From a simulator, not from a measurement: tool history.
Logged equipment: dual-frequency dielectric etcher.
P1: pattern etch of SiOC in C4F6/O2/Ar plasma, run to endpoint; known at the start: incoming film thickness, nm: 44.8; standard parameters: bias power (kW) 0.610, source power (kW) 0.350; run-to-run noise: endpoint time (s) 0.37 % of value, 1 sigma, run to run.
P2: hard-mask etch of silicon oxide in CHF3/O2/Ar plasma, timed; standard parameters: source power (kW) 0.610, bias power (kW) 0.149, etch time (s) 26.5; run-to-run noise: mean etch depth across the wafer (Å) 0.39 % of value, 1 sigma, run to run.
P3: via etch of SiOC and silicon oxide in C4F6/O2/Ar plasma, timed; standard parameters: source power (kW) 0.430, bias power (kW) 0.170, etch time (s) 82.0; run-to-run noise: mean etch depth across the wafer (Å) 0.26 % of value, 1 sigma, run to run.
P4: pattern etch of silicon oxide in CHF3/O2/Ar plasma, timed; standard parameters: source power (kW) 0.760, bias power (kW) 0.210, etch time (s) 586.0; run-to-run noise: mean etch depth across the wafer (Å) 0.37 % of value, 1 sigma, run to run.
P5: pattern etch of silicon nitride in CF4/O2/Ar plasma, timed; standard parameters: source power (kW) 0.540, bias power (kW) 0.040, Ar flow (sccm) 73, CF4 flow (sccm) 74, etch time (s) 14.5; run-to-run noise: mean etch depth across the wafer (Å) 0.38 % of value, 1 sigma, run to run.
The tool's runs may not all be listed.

| run | hour | process that ran | bias power (kW) | source power (kW) | etch time (s) | Ar flow (sccm) | CF4 flow (sccm) | hours since the last wet clean | hours since the last bias power generator calibration | hours since the last source power generator calibration | endpoint time (s) | mean etch depth across the wafer (Å) |
|---|---|---|---|---|---|---|---|---|---|---|---|---|
| 1 | 8.3 | P1 | 0.610 | 0.350 |  |  |  | 389.0 | 1636.5 | 444.5 | 14.682 |  |
| 2 | 17.9 | P3 | 0.170 | 0.430 | 54.5 |  |  | 398.6 | 1646.1 | 454.1 |  | 613.53 |
| 3 | 29.8 | P1 | 0.861 | 0.350 |  |  |  | 410.5 | 1658.0 | 466.0 | 12.835 |  |
| 4 | 37.6 | P5 | 0.040 | 0.320 | 14.5 | 73 | 74 | 418.3 | 1665.8 | 473.8 |  | 172.65 |
| 5 | 49.3 | P1 | 0.462 | 0.350 |  |  |  | 430.0 | 1677.5 | 485.5 | 16.166 |  |
| 6 | 61.0 | P2 | 0.149 | 0.610 | 26.5 |  |  | 441.7 | 1689.2 | 497.2 |  | 495.64 |
| 7 | 66.8 | P5 | 0.040 | 0.540 | 14.5 | 73 | 99 | 447.5 | 1695.0 | 503.0 |  | 283.57 |
| 8 | 74.8 | P1 | 0.610 | 0.350 |  |  |  | 455.5 | 1703.0 | 511.0 | 14.681 |  |
| 9 | 82.4 | P1 | 0.610 | 0.460 |  |  |  | 463.1 | 1710.6 | 518.6 | 13.376 |  |
| 10 | 92.8 | P5 | 0.049 | 0.540 | 14.5 | 73 | 74 | 473.5 | 1721.0 | 529.0 |  | 295.90 |
| 11 | 103.1 | P2 | 0.187 | 0.610 | 26.5 |  |  | 483.8 | 1731.3 | 539.3 |  | 536.29 |
| 12 | 110.4 | P1 | 0.610 | 0.350 |  |  |  | 491.1 | 1738.6 | 546.6 | 14.801 |  |
| 13 | 117.2 | P4 | 0.210 | 0.760 | 586.0 |  |  | 497.9 | 1745.4 | 553.4 |  | 13735.00 |
| 14 | 123.5 | P1 | 0.610 | 0.350 |  |  |  | 504.2 | 1751.7 | 559.7 | 14.670 |  |
| 15 | 130.6 | P5 | 0.040 | 0.540 | 14.5 | 73 | 74 | 511.3 | 1758.8 | 566.8 |  | 271.62 |
| 16 | 136.6 | P4 | 0.131 | 0.760 | 586.0 |  |  | 517.3 | 1764.8 | 572.8 |  | 11756.00 |
| 17 | 145.8 | P4 | 0.210 | 0.760 | 426.5 |  |  | 526.5 | 1774.0 | 582.0 |  | 10056.00 |
| 18 | 156.1 | P5 | 0.040 | 0.540 | 14.5 | 92 | 74 | 536.8 | 1784.3 | 592.3 |  | 264.89 |
| 19 | 166.2 | P1 | 0.610 | 0.350 |  |  |  | 546.9 | 1794.4 | 602.4 | 14.671 |  |
| 20 | 175.3 | P3 | 0.170 | 0.530 | 82.0 |  |  | 556.0 | 1803.5 | 611.5 |  | 1005.90 |
| 21 | 184.9 | P4 | 0.210 | 0.760 | 586.0 |  |  | 565.6 | 1813.1 | 621.1 |  | 13737.00 |
| 22 | 191.7 | P1 | 0.610 | 0.350 |  |  |  | 572.4 | 1819.9 | 627.9 | 14.635 |  |
| 23 | 197.5 | P1 | 0.797 | 0.460 |  |  |  | 578.2 | 1825.7 | 633.7 | 11.930 |  |
| 24 | 209.6 | P2 | 0.149 | 0.610 | 38.5 |  |  | 590.3 | 1837.8 | 645.8 |  | 723.39 |
| 25 | 221.3 | P4 | 0.210 | 0.560 | 586.0 |  |  | 602.0 | 1849.5 | 657.5 |  | 12289.00 |
| 26 | 230.7 | P5 | 0.040 | 0.540 | 9.5 | 73 | 74 | 611.4 | 1858.9 | 666.9 |  | 178.47 |
| 27 | 239.5 | P2 | 0.149 | 0.610 | 26.5 |  |  | 620.2 | 1867.7 | 675.7 |  | 498.84 |
| 28 | 248.7 | P1 | 0.732 | 0.470 |  |  |  | 629.4 | 1876.9 | 684.9 | 12.303 |  |

The next listed run, before its measurement:
| 29 | 257.5 | P2 | 0.149 | 0.800 | 26.5 |  |  | 638.2 | 1885.7 | 693.7 |  | ? |

mean etch depth across the wafer (Å): 549.24
